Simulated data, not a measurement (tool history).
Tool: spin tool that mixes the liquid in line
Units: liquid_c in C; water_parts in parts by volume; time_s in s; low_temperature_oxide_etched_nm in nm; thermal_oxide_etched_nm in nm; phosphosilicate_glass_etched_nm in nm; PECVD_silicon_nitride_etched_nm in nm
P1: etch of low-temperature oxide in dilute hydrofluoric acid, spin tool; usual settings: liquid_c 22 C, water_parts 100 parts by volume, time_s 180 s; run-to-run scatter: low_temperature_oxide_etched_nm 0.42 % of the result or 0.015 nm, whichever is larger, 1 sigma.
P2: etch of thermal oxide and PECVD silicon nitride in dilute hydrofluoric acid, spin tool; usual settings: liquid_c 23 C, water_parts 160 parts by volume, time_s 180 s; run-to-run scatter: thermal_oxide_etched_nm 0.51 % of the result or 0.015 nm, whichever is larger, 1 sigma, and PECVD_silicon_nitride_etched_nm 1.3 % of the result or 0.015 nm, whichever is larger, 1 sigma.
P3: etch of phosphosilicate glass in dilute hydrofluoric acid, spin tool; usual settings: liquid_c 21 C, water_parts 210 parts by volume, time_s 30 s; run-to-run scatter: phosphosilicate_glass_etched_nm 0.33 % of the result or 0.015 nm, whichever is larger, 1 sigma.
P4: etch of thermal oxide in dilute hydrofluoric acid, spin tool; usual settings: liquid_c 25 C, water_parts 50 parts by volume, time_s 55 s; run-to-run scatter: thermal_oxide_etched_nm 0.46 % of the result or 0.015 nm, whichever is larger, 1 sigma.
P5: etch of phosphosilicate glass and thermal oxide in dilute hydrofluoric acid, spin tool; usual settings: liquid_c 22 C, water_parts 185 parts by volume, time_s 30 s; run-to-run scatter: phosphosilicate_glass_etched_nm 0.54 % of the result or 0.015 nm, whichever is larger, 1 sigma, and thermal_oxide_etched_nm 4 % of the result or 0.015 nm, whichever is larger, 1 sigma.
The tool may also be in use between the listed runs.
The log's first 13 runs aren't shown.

| run | hour | process | liquid_c | water_parts | time_s | hours since the thermometer was replaced | hours since the hydrofluoric acid flow meter was replaced | low_temperature_oxide_etched_nm | thermal_oxide_etched_nm | phosphosilicate_glass_etched_nm | PECVD_silicon_nitride_etched_nm |
|---|---|---|---|---|---|---|---|---|---|---|---|
| 14 | 44 | P5 | 22 | 255 | 30 | 246.1 | 862.1 |  | 0.37821 | 9.6521 |  |
| 15 | 48.1 | P4 | 30 | 50 | 55 | 250.2 | 866.2 |  | 7.1718 |  |  |
| 16 | 52.4 | P2 | 23 | 160 | 350 | 254.5 | 870.5 |  | 9.0747 |  | 3.933 |
| 17 | 55.5 | P1 | 22 | 100 | 180 | 257.6 | 873.6 | 44.641 |  |  |  |
| 18 | 57.6 | P2 | 23 | 160 | 180 | 259.7 | 875.7 |  | 4.7156 |  | 2.0654 |
| 19 | 61.7 | P5 | 17 | 185 | 30 | 263.8 | 879.8 |  | 0.51134 | 11.675 |  |
| 20 | 63.8 | P1 | 22 | 30 | 180 | 265.9 | 881.9 | 162.73 |  |  |  |
| 21 | 66.4 | P1 | 22 | 50 | 75 | 268.5 | 884.5 | 39.62 |  |  |  |
| 22 | 68.5 | P1 | 22 | 100 | 180 | 270.6 | 886.6 | 44.647 |  |  |  |
| 23 | 71.3 | P2 | 23 | 255 | 180 | 273.4 | 889.4 |  | 2.6547 |  | 1.2519 |
| 24 | 75.6 | P5 | 22 | 185 | 30 | 277.7 | 893.7 |  | 0.64032 | 14.347 |  |
| 25 | 79.1 | P5 | 22 | 185 | 30 | 281.2 | 897.2 |  | 0.6166 | 14.252 |  |
| 26 | 82.8 | P1 | 22 | 100 | 180 | 284.9 | 900.9 | 44.32 |  |  |  |
| 27 | 84.8 | P4 | 25 | 50 | 55 | 286.9 | 902.9 |  | 5.8268 |  |  |
| 28 | 87.4 | P3 | 21 | 210 | 55 | 289.5 | 905.5 |  |  | 33.172 |  |
| 29 | 90.2 | P1 | 22 | 100 | 180 | 292.3 | 908.3 | 44.312 |  |  |  |
| 30 | 93.1 | P1 | 17 | 100 | 180 | 295.2 | 911.2 | 36.316 |  |  |  |
| 31 | 95.1 | P3 | 21 | 50 | 30 | 297.2 | 913.2 |  |  | 90.897 |  |
| 32 | 98.4 | P2 | 17 | 160 | 180 | 300.5 | 916.5 |  | 3.6792 |  | 1.3493 |

The next listed run, before its measurement:
| 33 | 100.9 | P1 | 22 | 100 | 180 | 303 | 919 | ? |  |  |  |

Run 33 gave low_temperature_oxide_etched_nm 44.265 nm.

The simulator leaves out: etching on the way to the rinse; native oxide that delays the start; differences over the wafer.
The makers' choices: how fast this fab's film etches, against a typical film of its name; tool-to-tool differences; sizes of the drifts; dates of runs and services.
